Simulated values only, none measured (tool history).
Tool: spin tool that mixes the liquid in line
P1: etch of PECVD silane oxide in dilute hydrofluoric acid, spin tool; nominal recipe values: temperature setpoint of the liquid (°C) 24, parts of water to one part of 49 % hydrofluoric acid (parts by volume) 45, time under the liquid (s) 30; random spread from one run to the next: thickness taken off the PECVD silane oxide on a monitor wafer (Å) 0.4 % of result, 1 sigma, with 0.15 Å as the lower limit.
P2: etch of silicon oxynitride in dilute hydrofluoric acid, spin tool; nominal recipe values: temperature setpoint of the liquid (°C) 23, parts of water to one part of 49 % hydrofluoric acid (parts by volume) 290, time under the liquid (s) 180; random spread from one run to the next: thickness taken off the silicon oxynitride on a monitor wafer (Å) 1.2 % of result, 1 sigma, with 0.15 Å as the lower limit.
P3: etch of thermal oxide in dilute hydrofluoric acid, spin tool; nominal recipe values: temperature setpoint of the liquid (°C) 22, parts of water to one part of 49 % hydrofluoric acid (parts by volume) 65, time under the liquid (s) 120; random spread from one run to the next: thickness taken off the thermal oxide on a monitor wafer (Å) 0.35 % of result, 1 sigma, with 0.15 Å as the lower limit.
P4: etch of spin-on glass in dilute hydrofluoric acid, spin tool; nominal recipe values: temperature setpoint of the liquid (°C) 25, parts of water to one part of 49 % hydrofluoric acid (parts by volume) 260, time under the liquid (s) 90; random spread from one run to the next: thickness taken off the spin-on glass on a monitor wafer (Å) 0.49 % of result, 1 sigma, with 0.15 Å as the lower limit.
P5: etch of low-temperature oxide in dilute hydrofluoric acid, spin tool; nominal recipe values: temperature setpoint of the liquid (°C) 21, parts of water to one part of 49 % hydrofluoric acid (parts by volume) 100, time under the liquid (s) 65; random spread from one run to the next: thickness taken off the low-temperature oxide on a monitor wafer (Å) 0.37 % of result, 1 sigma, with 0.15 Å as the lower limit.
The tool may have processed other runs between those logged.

run,hour,process that ran,temperature setpoint of the liquid (°C),parts of water to one part of 49 % hydrofluoric acid (parts by volume),time under the liquid (s),hours since the thermometer was replaced,hours since the hydrofluoric acid flow meter was replaced,thickness taken off the PECVD silane oxide on a monitor wafer (Å),thickness taken off the thermal oxide on a monitor wafer (Å),thickness taken off the spin-on glass on a monitor wafer (Å),thickness taken off the low-temperature oxide on a monitor wafer (Å),thickness taken off the silicon oxynitride on a monitor wafer (Å)
1,16.4,P1,24,45,30,952.6,459.7,122.9,,,,
2,23.6,P3,22,65,120,959.8,466.9,,79.905,,,
3,32.8,P4,25,260,90,969,476.1,,,76.897,,
4,45.2,P4,25,260,90,981.4,488.5,,,76.512,,
5,57.9,P4,30.5,260,90,994.1,501.2,,,91.882,,
6,72.7,P3,22,85,120,1008.9,516,,59.229,,,
7,86.9,P5,17,100,65,1023.1,530.2,,,,75.908,
8,100,P1,24,45,30,1036.2,543.3,122.35,,,,
9,114.5,P5,21,100,65,1050.7,557.8,,,,89.594,
10,127.5,P4,25,260,35,1063.7,570.8,,,29.934,,
11,134.9,P5,21,45,65,1071.1,578.2,,,,213.2,
12,144.9,P2,23,290,180,1081.1,588.2,,,,,19.317
13,159.6,P2,23,290,295,1095.8,602.9,,,,,31.552
14,175.9,P2,23,290,180,1112.1,619.2,,,,,19.907
15,188.6,P3,26.5,65,120,1124.8,631.9,,95.347,,,
16,205.1,P1,17,45,15,1141.3,648.4,45.291,,,,
17,212.6,P1,28.5,45,30,1148.8,655.9,148.02,,,,
18,226.8,P1,24,45,15,1163,670.1,61.921,,,,
19,234,P1,19,45,50,1170.2,677.3,165.9,,,,
20,248.2,P3,22,65,25,1184.4,691.5,,16.807,,,
21,262.8,P4,25,395,90,1199,706.1,,,44.288,,
22,279,P1,18,45,30,1215.2,722.3,95.603,,,,
23,292.4,P2,23,490,180,1228.6,735.7,,,,,10.12
24,301.2,P1,24,45,45,1237.4,744.5,184.94,,,,
25,313.4,P1,24,45,30,1249.6,756.7,123.3,,,,
26,325.1,P1,24,65,30,1261.3,768.4,82.968,,,,
27,336.2,P2,18,290,180,1272.4,779.5,,,,,14.951
28,348.5,P1,24,45,30,1284.7,791.8,122.29,,,,
29,355.9,P5,21,100,30,1292.1,799.2,,,,41.24,
30,363.7,P1,24,20,30,1299.9,807,286.31,,,,
31,374.2,P1,24,45,30,1310.4,817.5,123.45,,,,
32,382.7,P1,24,45,30,1318.9,826,122.85,,,,
33,395.8,P1,24,45,30,1332,839.1,127.07,,,,
34,403,P1,24,45,30,1339.2,846.3,128.95,,,,
35,411.8,P1,24,45,30,1348,855.1,129.66,,,,
36,420.7,P1,24,45,30,1356.9,864,132.33,,,,
37,430.2,P1,24,45,30,1366.4,873.5,133.63,,,,
38,443.9,P1,24,45,30,1380.1,887.2,133.17,,,,
39,458.3,P1,24,45,30,1394.5,901.6,134.07,,,,
40,465.4,P1,24,45,30,1401.6,908.7,133.65,,,,
41,472.6,P1,24,45,30,1408.8,915.9,133.86,,,,
42,484.7,P1,24,45,30,1420.9,928,134.01,,,,
43,497.7,P1,24,45,30,1433.9,941,134.5,,,,

Compared with where it was, what P1 gives has crept away. Each cause listed below fits the log as well as the rest, at the size given for it:
A: hydrofluoric acid flow above the setpoint (%) = 8.74
B: liquid hotter than its thermometer reads (K) = 2.16
The process output started creeping at around hour 382.7.

Below are 4 check runs, each averaged over 2 wafers, with their results shown as question marks. Which of them would give clearly different results depending on which cause is behind the drift?
check 1,510.7,P3,22,65,120,,,,?,,,
check 2,510.7,P2,23,290,180,,,,,,,?
check 3,510.7,P4,25,260,90,,,,,?,,
check 4,510.7,P5,21,100,65,,,,,,?,

If the cause were each of the candidates in turn, the checks would give the following:
check,result,if A,if B
check 1,thickness taken off the thermal oxide on a monitor wafer (Å),87.372,87.226
check 2,thickness taken off the silicon oxynitride on a monitor wafer (Å),21.398,21.236
check 3,thickness taken off the spin-on glass on a monitor wafer (Å),85.109,82.54
check 4,thickness taken off the low-temperature oxide on a monitor wafer (Å),98.546,97.957
How far apart the two closest causes lie, in the result that separates them most: check 1 0.17 %; check 2 0.76 %; check 3 3.06 %; check 4 0.6 %
The causes can be told apart only by check 3. The other checks would give nearly the same results under each of them.

Running check 3 produced the following: thickness taken off the spin-on glass on a monitor wafer (Å) 85.518. Which one of the listed causes fits?

Of the candidate causes, it is A: hydrofluoric acid flow above the setpoint (%).
